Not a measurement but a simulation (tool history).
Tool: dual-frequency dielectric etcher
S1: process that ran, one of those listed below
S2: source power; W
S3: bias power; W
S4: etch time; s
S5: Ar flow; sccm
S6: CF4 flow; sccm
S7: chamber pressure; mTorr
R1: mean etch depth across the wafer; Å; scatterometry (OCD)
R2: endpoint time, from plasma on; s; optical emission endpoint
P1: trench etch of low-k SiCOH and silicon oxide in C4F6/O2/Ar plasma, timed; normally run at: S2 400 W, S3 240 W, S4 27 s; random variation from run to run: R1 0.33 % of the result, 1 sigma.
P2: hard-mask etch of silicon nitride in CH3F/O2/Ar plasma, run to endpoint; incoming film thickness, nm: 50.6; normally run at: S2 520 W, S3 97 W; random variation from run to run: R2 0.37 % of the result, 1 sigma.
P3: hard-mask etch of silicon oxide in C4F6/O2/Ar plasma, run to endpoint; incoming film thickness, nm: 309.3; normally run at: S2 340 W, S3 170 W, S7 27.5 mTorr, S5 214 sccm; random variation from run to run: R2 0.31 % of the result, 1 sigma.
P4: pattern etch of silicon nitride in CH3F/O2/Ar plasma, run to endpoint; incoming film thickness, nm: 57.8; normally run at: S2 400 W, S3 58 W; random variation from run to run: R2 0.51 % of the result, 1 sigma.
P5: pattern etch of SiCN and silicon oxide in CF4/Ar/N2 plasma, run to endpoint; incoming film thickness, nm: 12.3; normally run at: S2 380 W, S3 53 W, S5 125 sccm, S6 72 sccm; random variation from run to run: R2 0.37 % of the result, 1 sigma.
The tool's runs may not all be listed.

run 1 day=0.312 | S1=P1 S2=400 S3=240 S4=27 | R1=891.87
run 2 day=0.688 | S1=P5 S2=380 S3=53 S5=152 S6=72 | R2=19.04
run 3 day=0.983 | S1=P3 S2=340 S3=233 S5=214 S7=27.5 | R2=92.351
run 4 day=1.388 | S1=P2 S2=520 S3=97 | R2=58.127
run 5 day=1.775 | S1=P1 S2=400 S3=240 S4=17.5 | R1=575.09
run 6 day=2.046 | S1=P1 S2=310 S3=240 S4=27 | R1=807.34
run 7 day=2.438 | S1=P4 S2=400 S3=80 | R2=79.21
run 8 day=2.862 | S1=P4 S2=270 S3=58 | R2=101.66
run 9 day=3.292 | S1=P2 S2=520 S3=97 | R2=58.388
run 10 day=3.558 | S1=P3 S2=340 S3=170 S5=214 S7=27.5 | R2=102.78
run 11 day=3.929 | S1=P1 S2=400 S3=146 S4=27 | R1=756.54
run 12 day=4.171 | S1=P1 S2=400 S3=240 S4=27 | R1=883.95
run 13 day=4.512 | S1=P1 S2=330 S3=240 S4=35 | R1=1078.2
run 14 day=4.896 | S1=P3 S2=340 S3=170 S5=138 S7=27.5 | R2=97.1
run 15 day=5.183 | S1=P3 S2=340 S3=170 S5=214 S7=36.5 | R2=105.89
run 16 day=5.542 | S1=P5 S2=280 S3=53 S5=125 S6=72 | R2=23.984
run 17 day=5.9 | S1=P5 S2=380 S3=38 S5=125 S6=72 | R2=20.489
run 18 day=6.329 | S1=P2 S2=520 S3=126 | R2=52.812
run 19 day=6.529 | S1=P4 S2=400 S3=58 | R2=87.531
run 20 day=6.971 | S1=P5 S2=380 S3=53 S5=125 S6=51 | R2=19.652
run 21 day=7.238 | S1=P1 S2=400 S3=240 S4=27 | R1=887.22
run 22 day=7.517 | S1=P1 S2=560 S3=240 S4=27 | R1=1014.8
run 23 day=7.938 | S1=P1 S2=400 S3=310 S4=27 | R1=962.26
run 24 day=8.129 | S1=P5 S2=380 S3=53 S5=125 S6=72 | R2=18.443
run 25 day=8.321 | S1=P1 S2=400 S3=240 S4=27 | R1=887.61
run 26 day=8.521 | S1=P2 S2=340 S3=97 | R2=68.012
run 27 day=8.767 | S1=P1 S2=400 S3=240 S4=36 | R1=1186.7
run 28 day=9.017 | S1=P3 S2=270 S3=170 S5=214 S7=27.5 | R2=112
run 29 day=9.208 | S1=P1 S2=400 S3=240 S4=27 | R1=883.52
run 30 day=9.529 | S1=P1 S2=400 S3=240 S4=27 | R1=887.24
run 31 day=9.933 | S1=P1 S2=400 S3=240 S4=27 | R1=880
run 32 day=10.292 | S1=P1 S2=400 S3=240 S4=27 | R1=877.94
-- day=10.617 wet clean of the chamber
run 33 day=10.654 | S1=P1 S2=400 S3=240 S4=27 | R1=870.99
run 34 day=10.992 | S1=P1 S2=400 S3=240 S4=27 | R1=876.81
run 35 day=11.242 | S1=P1 S2=400 S3=240 S4=27 | R1=875.01
run 36 day=11.554 | S1=P1 S2=400 S3=240 S4=27 | R1=874.41

What P1 gives has crept away from where it was. These 2 causes fit the log equally well, each at the size given:
A: source power that arrives under what is set, % = 4.22
B: bias power that arrives under what is set, % = 4.83
The creep began at about day 9.529.
Why every other cause is out:
chamber walls in a state that lowers the etch rate, %: serviced at day 10.617, which brought nothing back

4 check runs are offered, each on 2 wafers whose results are averaged, their results left as question marks. Which one tells the causes apart?
run check 1 day=11.867 | S1=P3 S2=340 S3=170 S5=214 S7=27.5 | R2=?
run check 2 day=11.867 | S1=P4 S2=400 S3=58 | R2=?
run check 3 day=11.867 | S1=P2 S2=520 S3=97 | R2=?
run check 4 day=11.867 | S1=P5 S2=380 S3=53 S5=125 S6=72 | R2=?

What each check would give under each cause:
check=check_1 result=R2 if_A=103.95 if_B=103.82
check=check_2 result=R2 if_A=89.328 if_B=89.276
check=check_3 result=R2 if_A=59.149 if_B=59.237
check=check_4 result=R2 if_A=19.182 if_B=18.766
How far apart the two closest causes lie, in the result that separates them most: check 1 0.12 %; check 2 0.06 %; check 3 0.15 %; check 4 2.19 %
Only check 4 tells the causes apart: in the others they would give nearly the same result.

Then check 4 was run and gave: R2 18.855 s. Which cause is it?

It is B: bias power that arrives under what is set, %.
